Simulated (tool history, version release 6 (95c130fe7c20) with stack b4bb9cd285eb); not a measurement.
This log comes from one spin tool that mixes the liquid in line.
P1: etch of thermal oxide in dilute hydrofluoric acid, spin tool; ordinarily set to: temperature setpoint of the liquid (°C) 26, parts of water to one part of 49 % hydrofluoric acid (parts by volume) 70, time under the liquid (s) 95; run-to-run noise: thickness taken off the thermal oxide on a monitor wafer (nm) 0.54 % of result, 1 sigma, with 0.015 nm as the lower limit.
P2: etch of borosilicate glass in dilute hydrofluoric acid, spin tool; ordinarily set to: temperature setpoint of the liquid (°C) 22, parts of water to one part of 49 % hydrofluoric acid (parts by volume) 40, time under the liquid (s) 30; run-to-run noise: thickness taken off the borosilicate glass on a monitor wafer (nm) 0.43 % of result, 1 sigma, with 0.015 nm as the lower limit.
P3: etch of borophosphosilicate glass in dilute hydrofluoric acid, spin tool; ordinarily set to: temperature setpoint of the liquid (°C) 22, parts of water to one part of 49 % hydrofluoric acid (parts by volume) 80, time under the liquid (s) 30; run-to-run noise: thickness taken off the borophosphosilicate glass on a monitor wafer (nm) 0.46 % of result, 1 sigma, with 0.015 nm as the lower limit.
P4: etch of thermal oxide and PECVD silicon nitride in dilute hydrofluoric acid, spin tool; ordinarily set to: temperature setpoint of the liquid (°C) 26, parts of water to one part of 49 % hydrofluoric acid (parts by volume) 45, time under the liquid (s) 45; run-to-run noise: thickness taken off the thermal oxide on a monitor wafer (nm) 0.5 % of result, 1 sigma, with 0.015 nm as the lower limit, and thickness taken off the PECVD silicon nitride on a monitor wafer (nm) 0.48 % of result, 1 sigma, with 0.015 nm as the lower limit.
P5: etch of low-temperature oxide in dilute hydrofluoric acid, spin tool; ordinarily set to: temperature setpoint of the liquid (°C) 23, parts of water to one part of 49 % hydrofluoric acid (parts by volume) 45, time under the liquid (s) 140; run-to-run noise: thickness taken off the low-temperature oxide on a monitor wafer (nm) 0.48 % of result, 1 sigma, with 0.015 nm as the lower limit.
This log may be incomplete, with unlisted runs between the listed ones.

| run | hour | process that ran | temperature setpoint of the liquid (°C) | parts of water to one part of 49 % hydrofluoric acid (parts by volume) | time under the liquid (s) | thickness taken off the thermal oxide on a monitor wafer (nm) | thickness taken off the borosilicate glass on a monitor wafer (nm) | thickness taken off the low-temperature oxide on a monitor wafer (nm) | thickness taken off the borophosphosilicate glass on a monitor wafer (nm) | thickness taken off the PECVD silicon nitride on a monitor wafer (nm) |
|---|---|---|---|---|---|---|---|---|---|---|
| 1 | 14.9 | P1 | 26 | 70 | 95 | 6.9562 |  |  |  |  |
| 2 | 25.3 | P1 | 26 | 110 | 40 | 1.7966 |  |  |  |  |
| 3 | 42.8 | P1 | 26 | 70 | 95 | 7.0828 |  |  |  |  |
| 4 | 59 | P2 | 22 | 20 | 30 |  | 42.26 |  |  |  |
| 5 | 71.6 | P5 | 27.5 | 45 | 140 |  |  | 39.295 |  |  |
| 6 | 86.9 | P3 | 22 | 80 | 30 |  |  |  | 17.165 |  |
| 7 | 96.6 | P3 | 17 | 80 | 30 |  |  |  | 13.964 |  |
| 8 | 109.9 | P5 | 23 | 45 | 65 |  |  | 15.317 |  |  |
| 9 | 126.4 | P1 | 26 | 70 | 30 | 2.21 |  |  |  |  |
| 10 | 143.9 | P5 | 23 | 25 | 140 |  |  | 60.552 |  |  |
| 11 | 155.6 | P2 | 22 | 40 | 65 |  | 44.563 |  |  |  |
| 12 | 167.2 | P1 | 26 | 70 | 95 | 7.0158 |  |  |  |  |
| 13 | 176.5 | P1 | 19.5 | 115 | 95 | 3.1639 |  |  |  |  |
| 14 | 192 | P1 | 26 | 35 | 95 | 14.688 |  |  |  |  |
| 15 | 203.5 | P4 | 26 | 20 | 45 | 12.233 |  |  |  | 9.3527 |
| 16 | 214.8 | P2 | 22 | 40 | 30 |  | 20.521 |  |  |  |
| 17 | 227.7 | P4 | 26 | 45 | 45 | 5.3005 |  |  |  | 4.2867 |
| 18 | 240.5 | P1 | 19.5 | 70 | 95 | 5.3374 |  |  |  |  |
| 19 | 255.9 | P2 | 22 | 40 | 30 |  | 20.662 |  |  |  |
| 20 | 264.8 | P1 | 30 | 70 | 95 | 8.2472 |  |  |  |  |
| 21 | 277.1 | P1 | 26 | 70 | 95 | 7.028 |  |  |  |  |
| 22 | 290.4 | P1 | 26 | 95 | 95 | 5.0571 |  |  |  |  |
| 23 | 303.9 | P3 | 22 | 80 | 30 |  |  |  | 17.159 |  |
| 24 | 315 | P1 | 26 | 70 | 95 | 7.0863 |  |  |  |  |
| 25 | 327.4 | P3 | 22 | 80 | 65 |  |  |  | 37.43 |  |
| 26 | 335.6 | P5 | 23 | 45 | 140 |  |  | 32.559 |  |  |
| 27 | 344.7 | P1 | 32.5 | 20 | 95 | 34.407 |  |  |  |  |
| 28 | 360.4 | P1 | 26 | 70 | 160 | 11.926 |  |  |  |  |
| 29 | 371.8 | P2 | 26 | 40 | 30 |  | 24.355 |  |  |  |
| 30 | 384.4 | P4 | 21.5 | 45 | 45 | 4.4059 |  |  |  | 3.1723 |
| 31 | 399.7 | P3 | 22 | 20 | 30 |  |  |  | 75.403 |  |
| 32 | 411.6 | P4 | 26 | 45 | 15 | 1.7369 |  |  |  | 1.4348 |
| 33 | 426.4 | P1 | 26 | 70 | 95 | 7.0512 |  |  |  |  |
| 34 | 440.8 | P1 | 26 | 70 | 95 | 7.3651 |  |  |  |  |
| 35 | 451.6 | P1 | 26 | 70 | 95 | 7.5083 |  |  |  |  |
| 36 | 463.9 | P1 | 26 | 70 | 95 | 7.5566 |  |  |  |  |
| 37 | 476 | P1 | 26 | 70 | 95 | 7.5954 |  |  |  |  |
| 38 | 488.5 | P1 | 26 | 70 | 95 | 7.6842 |  |  |  |  |
| 39 | 502.7 | P1 | 26 | 70 | 95 | 7.6451 |  |  |  |  |
| 40 | 515.3 | P1 | 26 | 70 | 95 | 7.6809 |  |  |  |  |
| 41 | 529.1 | P1 | 26 | 70 | 95 | 7.7338 |  |  |  |  |
| 42 | 545.7 | P1 | 26 | 70 | 95 | 7.7548 |  |  |  |  |

The log shows P1 creeping away from where it was. Any of the 2 causes listed here, at the size stated for it, fits the log just as well as the others:
A: hydrofluoric acid flow above the setpoint (%) = 9.15
B: liquid hotter than its thermometer reads (K) = 2.43
The gradual shift began around hour 426.4.

Which of the 4 check runs listed below separates the causes, so that each cause would produce a clearly different result? Each run uses one wafer, and its results are marked with question marks.
| check 1 | 562.3 | P2 | 22 | 40 | 30 |  | ? |  |  |  |
| check 2 | 562.3 | P3 | 22 | 80 | 30 |  |  |  | ? |  |
| check 3 | 562.3 | P4 | 26 | 45 | 45 | ? |  |  |  | ? |
| check 4 | 562.3 | P5 | 23 | 45 | 140 |  |  | ? |  |  |

How each check would come out, cause by cause:
| check | result | if A | if B |
|---|---|---|---|
| check 1 | thickness taken off the borosilicate glass on a monitor wafer (nm) | 22.571 | 22.791 |
| check 2 | thickness taken off the borophosphosilicate glass on a monitor wafer (nm) | 19.013 | 19.063 |
| check 3 | thickness taken off the thermal oxide on a monitor wafer (nm) | 5.7858 | 5.8156 |
| check 3 | thickness taken off the PECVD silicon nitride on a monitor wafer (nm) | 4.6693 | 5.0319 |
| check 4 | thickness taken off the low-temperature oxide on a monitor wafer (nm) | 35.957 | 36.24 |
Gap, in per cent, between the two causes that each check separates least, read from the result that separates them most: check 1 0.97 %; check 2 0.26 %; check 3 7.48 %; check 4 0.78 %
Of the check runs offered, only check 3 discriminates between the causes; the rest would read about the same regardless of which cause applies.

The results of check 3 are: thickness taken off the thermal oxide on a monitor wafer (nm) 5.7833; thickness taken off the PECVD silicon nitride on a monitor wafer (nm) 4.6577. Based on these, which of the listed causes is it?

The correct cause is A, namely: hydrofluoric acid flow above the setpoint (%).
